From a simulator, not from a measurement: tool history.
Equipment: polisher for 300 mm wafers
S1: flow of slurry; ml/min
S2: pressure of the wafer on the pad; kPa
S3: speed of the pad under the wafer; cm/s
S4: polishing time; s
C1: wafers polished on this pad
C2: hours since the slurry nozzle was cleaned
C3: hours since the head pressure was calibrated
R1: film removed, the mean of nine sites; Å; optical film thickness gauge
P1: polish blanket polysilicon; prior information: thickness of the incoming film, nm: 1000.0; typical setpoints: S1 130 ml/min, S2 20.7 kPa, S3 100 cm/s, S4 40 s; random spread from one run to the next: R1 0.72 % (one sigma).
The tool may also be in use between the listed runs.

{"run": 1, "day": 0.162, "S1": 130, "S2": 20.7, "S3": 100, "S4": 40, "C1": 378, "C2": 280.9, "C3": 290.8, "R1": 3772.0}
{"run": 2, "day": 0.296, "S1": 130, "S2": 20.7, "S3": 100, "S4": 40, "C1": 407, "C2": 284.1, "C3": 294.0, "R1": 3794.6}
{"run": 3, "day": 0.525, "S1": 130, "S2": 9.7, "S3": 100, "S4": 40, "C1": 456, "C2": 289.6, "C3": 299.5, "R1": 1762.3}
{"run": 4, "day": 0.75, "S1": 130, "S2": 20.7, "S3": 100, "S4": 19, "C1": 504, "C2": 295.0, "C3": 304.9, "R1": 1802.2}
{"run": 5, "day": 1.033, "S1": 130, "S2": 20.7, "S3": 100, "S4": 40, "C1": 565, "C2": 301.8, "C3": 311.7, "R1": 3774.4}
{"run": 6, "day": 1.162, "S1": 130, "S2": 20.7, "S3": 154, "S4": 40, "C1": 593, "C2": 304.9, "C3": 314.8, "R1": 5793.1}
{"run": 7, "day": 1.338, "S1": 130, "S2": 28.3, "S3": 100, "S4": 40, "C1": 631, "C2": 309.1, "C3": 319.0, "R1": 5187.7}
{"run": 8, "day": 1.6, "S1": 130, "S2": 20.7, "S3": 100, "S4": 62, "C1": 687, "C2": 315.4, "C3": 325.3, "R1": 5798.4}
{"day": 1.746, "done": "worn pad replaced by a new one"}
{"run": 9, "day": 1.838, "S1": 175, "S2": 20.7, "S3": 144, "S4": 40, "C1": 20, "C2": 321.1, "C3": 331.0, "R1": 5706.1}
{"run": 10, "day": 2.125, "S1": 130, "S2": 20.7, "S3": 100, "S4": 40, "C1": 82, "C2": 328.0, "C3": 337.9, "R1": 3743.8}
{"run": 11, "day": 2.354, "S1": 80, "S2": 20.7, "S3": 100, "S4": 40, "C1": 131, "C2": 333.5, "C3": 343.4, "R1": 3316.6}
{"run": 12, "day": 2.625, "S1": 80, "S2": 20.7, "S3": 100, "S4": 56, "C1": 189, "C2": 340.0, "C3": 349.9, "R1": 4619.1}
{"run": 13, "day": 2.767, "S1": 130, "S2": 20.7, "S3": 46, "S4": 40, "C1": 220, "C2": 343.4, "C3": 353.3, "R1": 1743.4}
{"run": 14, "day": 3.012, "S1": 130, "S2": 20.7, "S3": 100, "S4": 40, "C1": 273, "C2": 349.3, "C3": 359.2, "R1": 3725.7}
{"run": 15, "day": 3.179, "S1": 130, "S2": 29.6, "S3": 60, "S4": 40, "C1": 309, "C2": 353.3, "C3": 363.2, "R1": 3284.7}
{"run": 16, "day": 3.462, "S1": 190, "S2": 20.7, "S3": 100, "S4": 40, "C1": 370, "C2": 360.1, "C3": 370.0, "R1": 3955.1}
{"run": 17, "day": 3.617, "S1": 130, "S2": 20.7, "S3": 100, "S4": 40, "C1": 403, "C2": 363.8, "C3": 373.7, "R1": 3788.3}
{"run": 18, "day": 3.862, "S1": 130, "S2": 20.7, "S3": 100, "S4": 40, "C1": 456, "C2": 369.7, "C3": 379.6, "R1": 3770.1}
{"run": 19, "day": 4.088, "S1": 130, "S2": 20.7, "S3": 100, "S4": 40, "C1": 504, "C2": 375.1, "C3": 385.0, "R1": 3635.4}
{"run": 20, "day": 4.362, "S1": 130, "S2": 20.7, "S3": 100, "S4": 40, "C1": 563, "C2": 381.7, "C3": 391.6, "R1": 3564.9}
{"day": 4.579, "done": "worn pad replaced by a new one"}
{"run": 21, "day": 4.608, "S1": 130, "S2": 20.7, "S3": 100, "S4": 40, "C1": 6, "C2": 387.6, "C3": 397.5, "R1": 3554.8}
{"run": 22, "day": 4.746, "S1": 130, "S2": 20.7, "S3": 100, "S4": 40, "C1": 36, "C2": 390.9, "C3": 400.8, "R1": 3530.4}
{"run": 23, "day": 4.879, "S1": 130, "S2": 20.7, "S3": 100, "S4": 40, "C1": 65, "C2": 394.1, "C3": 404.0, "R1": 3476.4}
{"run": 24, "day": 5.138, "S1": 130, "S2": 20.7, "S3": 100, "S4": 40, "C1": 120, "C2": 400.3, "C3": 410.2, "R1": 3544.3}
{"run": 25, "day": 5.35, "S1": 130, "S2": 20.7, "S3": 100, "S4": 40, "C1": 166, "C2": 405.4, "C3": 415.3, "R1": 3503.7}
{"run": 26, "day": 5.567, "S1": 130, "S2": 20.7, "S3": 100, "S4": 40, "C1": 213, "C2": 410.6, "C3": 420.5, "R1": 3509.7}
{"run": 27, "day": 5.808, "S1": 130, "S2": 20.7, "S3": 100, "S4": 40, "C1": 265, "C2": 416.4, "C3": 426.3, "R1": 3483.6}

What P1 gives has crept off from where it sat before. The 2 causes that follow fit the log equally well, each at the size noted:
A: head's pressure below its setpoint, % = 7.75
B: slurry flow missing at the pad, % = 29.4
The onset of the drift is placed at about day 3.862.
What rules out each remaining cause:
removal rate lost through wear of the pad, %: maintenance at day 4.579, after the shift began, did not return the process to its former output

Which of the check runs below tells the causes apart, meaning the causes would give it clearly different results? Each run uses 2 wafers whose results are averaged, and each result is shown as a question mark.
{"run": "check 1", "day": 6.05, "S1": 130, "S2": 20.7, "S3": 130, "S4": 40, "R1": "?"}
{"run": "check 2", "day": 6.05, "S1": 80, "S2": 20.7, "S3": 100, "S4": 60, "R1": "?"}
{"run": "check 3", "day": 6.05, "S1": 130, "S2": 20.7, "S3": 128, "S4": 40, "R1": "?"}
{"run": "check 4", "day": 6.05, "S1": 130, "S2": 20.7, "S3": 50, "S4": 40, "R1": "?"}

Predicted outcomes, by check and by cause:
check=check_1 result=R1 if_A=4539.6 if_B=4538.6
check=check_2 result=R1 if_A=4644.6 if_B=4454.1
check=check_3 result=R1 if_A=4469.8 if_B=4468.8
check=check_4 result=R1 if_A=1746.0 if_B=1745.6
Gap, in per cent, between the two causes that each check separates least, read from the result that separates them most: check 1 0.02 %; check 2 4.19 %; check 3 0.02 %; check 4 0.02 %
The causes can be told apart only by check 2. The other checks would give nearly the same results under each of them.

With check 2 done, the readings were: R1 4680.1 Å. Identify which of the listed causes applies.

A is the cause: head's pressure below its setpoint, %.
